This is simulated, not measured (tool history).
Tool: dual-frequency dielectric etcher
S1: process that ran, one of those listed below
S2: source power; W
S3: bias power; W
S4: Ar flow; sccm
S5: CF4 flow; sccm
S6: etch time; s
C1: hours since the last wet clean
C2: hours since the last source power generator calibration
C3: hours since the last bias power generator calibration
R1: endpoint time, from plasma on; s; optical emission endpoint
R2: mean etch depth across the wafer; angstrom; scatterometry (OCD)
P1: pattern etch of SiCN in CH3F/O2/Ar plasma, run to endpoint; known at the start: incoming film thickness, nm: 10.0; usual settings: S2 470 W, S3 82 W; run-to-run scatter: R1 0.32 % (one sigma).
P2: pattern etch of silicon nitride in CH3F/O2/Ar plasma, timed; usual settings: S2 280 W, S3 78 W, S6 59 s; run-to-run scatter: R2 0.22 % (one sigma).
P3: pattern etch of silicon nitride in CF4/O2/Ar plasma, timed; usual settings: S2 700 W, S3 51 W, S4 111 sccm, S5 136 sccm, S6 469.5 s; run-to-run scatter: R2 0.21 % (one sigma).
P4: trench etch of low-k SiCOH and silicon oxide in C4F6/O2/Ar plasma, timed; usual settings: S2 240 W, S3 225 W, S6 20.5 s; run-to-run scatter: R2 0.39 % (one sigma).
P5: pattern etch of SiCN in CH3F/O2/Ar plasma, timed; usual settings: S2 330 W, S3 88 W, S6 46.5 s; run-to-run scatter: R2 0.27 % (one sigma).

Run 1, hour 5.9: S1 P1, S2 470 W, S3 82 W; C1 139.4; C2 753.5; C3 2067.9. Result: R1 23.818 s.
Run 2, hour 10.3: S1 P3, S2 700 W, S3 51 W, S4 111 sccm, S5 167 sccm, S6 469.5 s; C1 143.8; C2 757.9; C3 2072.3. Result: R2 12934 angstrom.
Run 3, hour 14.3: S1 P1, S2 470 W, S3 82 W; C1 147.8; C2 761.9; C3 2076.3. Result: R1 23.859 s.
Run 4, hour 18.2: S1 P1, S2 650 W, S3 68 W; C1 151.7; C2 765.8; C3 2080.2. Result: R1 22.555 s.
Run 5, hour 21.7: S1 P5, S2 330 W, S3 88 W, S6 56.5 s; C1 155.2; C2 769.3; C3 2083.7. Result: R2 213.16 angstrom.
Run 6, hour 26.9: S1 P2, S2 180 W, S3 78 W, S6 59 s; C1 160.4; C2 774.5; C3 2088.9. Result: R2 310.42 angstrom.
At hour 33.8: wet clean of the chamber.
Run 7, hour 33.9: S1 P3, S2 920 W, S3 51 W, S4 111 sccm, S5 136 sccm, S6 469.5 s; C1 0.2; C2 781.5; C3 2095.9. Result: R2 16050 angstrom.
Run 8, hour 38.3: S1 P3, S2 700 W, S3 61 W, S4 111 sccm, S5 136 sccm, S6 469.5 s; C1 4.6; C2 785.9; C3 2100.3. Result: R2 13529 angstrom.
Run 9, hour 42.3: S1 P2, S2 280 W, S3 110 W, S6 59 s; C1 8.6; C2 789.9; C3 2104.3. Result: R2 414.34 angstrom.
Run 10, hour 48: S1 P3, S2 700 W, S3 51 W, S4 111 sccm, S5 136 sccm, S6 261.5 s; C1 14.3; C2 795.6; C3 2110. Result: R2 7045.3 angstrom.
Run 11, hour 53.1: S1 P5, S2 330 W, S3 88 W, S6 46.5 s; C1 19.4; C2 800.7; C3 2115.1. Result: R2 176.14 angstrom.
Run 12, hour 60: S1 P1, S2 320 W, S3 82 W; C1 26.3; C2 807.6; C3 2122. Result: R1 27.543 s.
Run 13, hour 66.5: S1 P4, S2 240 W, S3 225 W, S6 20.5 s; C1 32.8; C2 814.1; C3 2128.5. Result: R2 545.75 angstrom.
Run 14, hour 70.8: S1 P1, S2 470 W, S3 82 W; C1 37.1; C2 818.4; C3 2132.8. Result: R1 23.662 s.
Run 15, hour 74.3: S1 P5, S2 450 W, S3 88 W, S6 46.5 s; C1 40.6; C2 821.9; C3 2136.3. Result: R2 197.96 angstrom.
Run 16, hour 78.7: S1 P1, S2 470 W, S3 82 W; C1 45; C2 826.3; C3 2140.7. Result: R1 23.769 s.
Run 17, hour 83.9: S1 P3, S2 700 W, S3 51 W, S4 111 sccm, S5 136 sccm, S6 469.5 s; C1 50.2; C2 831.5; C3 2145.9. Result: R2 12642 angstrom.
Run 18, hour 87.3: S1 P4, S2 240 W, S3 290 W, S6 20.5 s; C1 53.6; C2 834.9; C3 2149.3. Result: R2 592.53 angstrom.
Run 19, hour 91.2: S1 P5, S2 330 W, S3 108 W, S6 46.5 s; C1 57.5; C2 838.8; C3 2153.2. Result: R2 189.91 angstrom.
Run 20, hour 95.7: S1 P2, S2 280 W, S3 78 W, S6 59 s; C1 62; C2 843.3; C3 2157.7. Result: R2 365.75 angstrom.
At hour 100.4: bias power generator calibrated.
Run 21, hour 102.4: S1 P1, S2 470 W, S3 113 W; C1 68.7; C2 850; C3 2.1. Result: R1 21.166 s.
Run 22, hour 108.6: S1 P1, S2 640 W, S3 82 W; C1 74.9; C2 856.2; C3 8.3. Result: R1 21.182 s.
Run 23, hour 114.9: S1 P2, S2 280 W, S3 78 W, S6 42.5 s; C1 81.2; C2 862.5; C3 14.6. Result: R2 264.01 angstrom.
Run 24, hour 118.8: S1 P1, S2 470 W, S3 82 W; C1 85.1; C2 866.4; C3 18.5. Result: R1 23.833 s.
Run 25, hour 121.8: S1 P4, S2 240 W, S3 225 W, S6 30.5 s; C1 88.1; C2 869.4; C3 21.5. Result: R2 816.92 angstrom.
Run 26, hour 126.6: S1 P3, S2 700 W, S3 51 W, S4 155 sccm, S5 136 sccm, S6 469.5 s; C1 92.9; C2 874.2; C3 26.3. Result: R2 12128 angstrom.
Run 27, hour 130.3: S1 P4, S2 160 W, S3 225 W, S6 20.5 s; C1 96.6; C2 877.9; C3 30. Result: R2 467.85 angstrom.
Run 28, hour 134.2: S1 P2, S2 280 W, S3 78 W, S6 59 s; C1 100.5; C2 881.8; C3 33.9. Result: R2 365.33 angstrom.

Run 29 comes next. What will it give?
Run 29, hour 138.3: S1 P1, S2 470 W, S3 50 W; C1 104.6; C2 885.9; C3 38. Result: R1 ?.

{"run 29": {"R1": 28.027}}
